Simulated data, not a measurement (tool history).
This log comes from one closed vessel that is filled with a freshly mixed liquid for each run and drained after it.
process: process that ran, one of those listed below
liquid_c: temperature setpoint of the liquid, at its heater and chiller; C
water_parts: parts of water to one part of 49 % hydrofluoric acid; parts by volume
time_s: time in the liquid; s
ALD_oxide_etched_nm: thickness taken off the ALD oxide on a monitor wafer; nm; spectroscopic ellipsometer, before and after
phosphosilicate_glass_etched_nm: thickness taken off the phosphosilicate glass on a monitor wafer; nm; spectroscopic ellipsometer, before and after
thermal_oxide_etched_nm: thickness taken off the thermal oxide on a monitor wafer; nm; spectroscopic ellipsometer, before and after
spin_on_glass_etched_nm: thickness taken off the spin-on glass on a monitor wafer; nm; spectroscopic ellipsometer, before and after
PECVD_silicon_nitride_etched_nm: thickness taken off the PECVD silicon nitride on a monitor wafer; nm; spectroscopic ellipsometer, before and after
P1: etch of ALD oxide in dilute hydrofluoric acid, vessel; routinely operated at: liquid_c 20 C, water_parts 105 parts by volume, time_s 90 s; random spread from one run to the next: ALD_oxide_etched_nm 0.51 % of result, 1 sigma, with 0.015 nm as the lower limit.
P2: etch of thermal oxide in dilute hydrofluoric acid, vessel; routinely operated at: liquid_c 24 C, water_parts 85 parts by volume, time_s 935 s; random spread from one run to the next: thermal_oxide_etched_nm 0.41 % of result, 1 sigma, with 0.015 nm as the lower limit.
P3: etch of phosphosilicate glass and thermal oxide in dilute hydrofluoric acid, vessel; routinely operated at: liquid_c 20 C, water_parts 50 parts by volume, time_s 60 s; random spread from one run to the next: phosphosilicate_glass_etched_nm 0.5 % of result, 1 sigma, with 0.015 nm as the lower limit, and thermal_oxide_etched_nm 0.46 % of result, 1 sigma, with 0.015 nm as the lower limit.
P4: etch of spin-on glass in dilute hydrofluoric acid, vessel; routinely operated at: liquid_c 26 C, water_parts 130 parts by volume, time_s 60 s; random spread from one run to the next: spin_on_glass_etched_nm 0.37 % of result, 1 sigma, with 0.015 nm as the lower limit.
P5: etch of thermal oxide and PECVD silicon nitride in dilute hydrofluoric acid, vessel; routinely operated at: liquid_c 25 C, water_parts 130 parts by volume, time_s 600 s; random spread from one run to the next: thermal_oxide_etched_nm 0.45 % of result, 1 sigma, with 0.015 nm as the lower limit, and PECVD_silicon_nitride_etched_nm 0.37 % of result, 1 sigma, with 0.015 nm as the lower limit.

run	day	process	liquid_c	water_parts	time_s	ALD_oxide_etched_nm	phosphosilicate_glass_etched_nm	thermal_oxide_etched_nm	spin_on_glass_etched_nm	PECVD_silicon_nitride_etched_nm
1	0.462	P1	20	105	90	12.553				
2	0.842	P3	17	50	60		72.844	4.5964		
3	1.396	P2	24	85	935			52.185		
4	1.942	P3	20	90	60		44.358	2.7906		
5	2.45	P4	26	130	60				20.127	
6	3.046	P5	25	210	600			12.563		7.7651
7	3.412	P4	26	130	30				10.127	
8	3.792	P2	24	85	1475			82.277		
9	4.054	P5	25	130	600			22.371		12.641
10	4.492	P1	17	105	90	11.114				
11	5.042	P1	20	185	135	9.7635				
12	5.404	P1	20	105	90	12.524				
13	5.846	P1	20	30	90	48.275				
14	6.35	P4	26	130	60				20.344	
15	6.838	P3	20	50	60		83.079	5.2774		
16	7.246	P1	25.5	105	90	15.675				
17	7.567	P1	20	105	90	12.467				
18	8.088	P2	24	85	935			52.283		
19	8.588	P1	20	105	135	18.879				
# day 8.767: thermometer replaced
20	9	P4	26	60	60				48.359	
21	9.596	P2	24	20	935			241.84		
22	10.196	P5	33	130	600			29.755		20.76
23	10.629	P1	20	105	90	12.567				
24	11.067	P3	20	50	110		152.73	9.7016		
25	11.354	P2	18	85	935			40.616		

Expected results for the next run?
26	11.904	P1	20	105	30	?				

Run 26 came out at ALD_oxide_etched_nm 4.2202 nm.

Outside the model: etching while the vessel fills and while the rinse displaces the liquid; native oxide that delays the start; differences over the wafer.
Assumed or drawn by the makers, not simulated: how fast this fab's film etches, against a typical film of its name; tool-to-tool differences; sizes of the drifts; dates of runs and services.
